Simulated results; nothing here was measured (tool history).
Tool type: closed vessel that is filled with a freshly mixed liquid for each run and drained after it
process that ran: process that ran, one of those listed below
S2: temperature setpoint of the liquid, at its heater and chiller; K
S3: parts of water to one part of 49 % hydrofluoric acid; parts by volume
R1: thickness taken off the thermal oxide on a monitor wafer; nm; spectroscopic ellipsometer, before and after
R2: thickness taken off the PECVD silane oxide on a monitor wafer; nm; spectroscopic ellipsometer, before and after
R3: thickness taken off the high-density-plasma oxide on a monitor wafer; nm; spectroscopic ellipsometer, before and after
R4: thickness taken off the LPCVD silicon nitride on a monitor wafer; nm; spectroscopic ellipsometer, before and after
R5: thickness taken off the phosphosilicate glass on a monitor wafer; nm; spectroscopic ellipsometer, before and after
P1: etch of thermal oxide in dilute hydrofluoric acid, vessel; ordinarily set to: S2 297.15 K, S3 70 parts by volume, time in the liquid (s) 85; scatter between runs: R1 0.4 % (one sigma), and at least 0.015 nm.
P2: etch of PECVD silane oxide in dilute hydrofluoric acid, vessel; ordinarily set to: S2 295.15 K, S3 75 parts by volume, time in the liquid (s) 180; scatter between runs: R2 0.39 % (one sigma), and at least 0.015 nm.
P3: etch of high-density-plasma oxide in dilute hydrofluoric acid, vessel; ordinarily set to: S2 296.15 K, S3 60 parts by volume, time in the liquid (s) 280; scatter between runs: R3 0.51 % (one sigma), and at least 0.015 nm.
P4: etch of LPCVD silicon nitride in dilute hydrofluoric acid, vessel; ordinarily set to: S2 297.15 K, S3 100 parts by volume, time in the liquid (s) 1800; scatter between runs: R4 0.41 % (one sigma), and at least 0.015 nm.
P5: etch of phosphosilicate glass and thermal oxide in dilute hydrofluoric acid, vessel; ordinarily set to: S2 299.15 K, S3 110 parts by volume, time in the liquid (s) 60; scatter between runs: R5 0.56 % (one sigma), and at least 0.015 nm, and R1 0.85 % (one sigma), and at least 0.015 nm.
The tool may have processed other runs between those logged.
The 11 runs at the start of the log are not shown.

run 12 day=6.304 | process_that_ran=P1 S2=302.15 S3=70 time_in_the_liquid_(s)=85 | R1=7.0875
run 13 day=6.796 | process_that_ran=P5 S2=299.15 S3=165 time_in_the_liquid_(s)=60 | R1=1.7252 R5=50.353
run 14 day=7.188 | process_that_ran=P1 S2=297.15 S3=70 time_in_the_liquid_(s)=85 | R1=5.8111
run 15 day=7.75 | process_that_ran=P1 S2=297.15 S3=70 time_in_the_liquid_(s)=85 | R1=5.8108
run 16 day=8.088 | process_that_ran=P5 S2=299.15 S3=110 time_in_the_liquid_(s)=30 | R1=1.4009 R5=40.355
run 17 day=8.771 | process_that_ran=P2 S2=290.15 S3=75 time_in_the_liquid_(s)=180 | R2=26.896
run 18 day=9.212 | process_that_ran=P3 S2=296.15 S3=60 time_in_the_liquid_(s)=560 | R3=55.993
run 19 day=9.838 | process_that_ran=P5 S2=299.15 S3=110 time_in_the_liquid_(s)=60 | R1=2.724 R5=80.379
run 20 day=10.246 | process_that_ran=P4 S2=297.15 S3=100 time_in_the_liquid_(s)=940 | R4=4.6376
run 21 day=10.738 | process_that_ran=P1 S2=297.15 S3=35 time_in_the_liquid_(s)=85 | R1=12.351
run 22 day=11.333 | process_that_ran=P3 S2=296.15 S3=35 time_in_the_liquid_(s)=280 | R3=50.209
run 23 day=11.638 | process_that_ran=P3 S2=303.65 S3=60 time_in_the_liquid_(s)=280 | R3=38.067
run 24 day=12.296 | process_that_ran=P2 S2=295.15 S3=120 time_in_the_liquid_(s)=180 | R2=19.705
run 25 day=12.821 | process_that_ran=P5 S2=305.65 S3=110 time_in_the_liquid_(s)=60 | R1=3.4454 R5=102.24
run 26 day=13.396 | process_that_ran=P1 S2=297.15 S3=70 time_in_the_liquid_(s)=85 | R1=5.8571
run 27 day=13.988 | process_that_ran=P2 S2=295.15 S3=75 time_in_the_liquid_(s)=295 | R2=54.49
run 28 day=14.338 | process_that_ran=P1 S2=297.15 S3=130 time_in_the_liquid_(s)=85 | R1=2.9215
run 29 day=14.767 | process_that_ran=P1 S2=297.15 S3=70 time_in_the_liquid_(s)=35 | R1=2.3906
run 30 day=15.271 | process_that_ran=P4 S2=297.15 S3=100 time_in_the_liquid_(s)=1800 | R4=8.8767
run 31 day=15.783 | process_that_ran=P1 S2=297.15 S3=70 time_in_the_liquid_(s)=85 | R1=5.8464
run 32 day=16.233 | process_that_ran=P1 S2=297.15 S3=70 time_in_the_liquid_(s)=85 | R1=6.0028
run 33 day=16.675 | process_that_ran=P1 S2=297.15 S3=70 time_in_the_liquid_(s)=85 | R1=6.1109
run 34 day=17.154 | process_that_ran=P1 S2=297.15 S3=70 time_in_the_liquid_(s)=85 | R1=6.2195
run 35 day=17.638 | process_that_ran=P1 S2=297.15 S3=70 time_in_the_liquid_(s)=85 | R1=6.2495

What does the tool deliver on the next run?
run 36 day=18.15 | process_that_ran=P1 S2=297.15 S3=70 time_in_the_liquid_(s)=85 | R1=?

Run 36 measured R1 6.3105 nm.
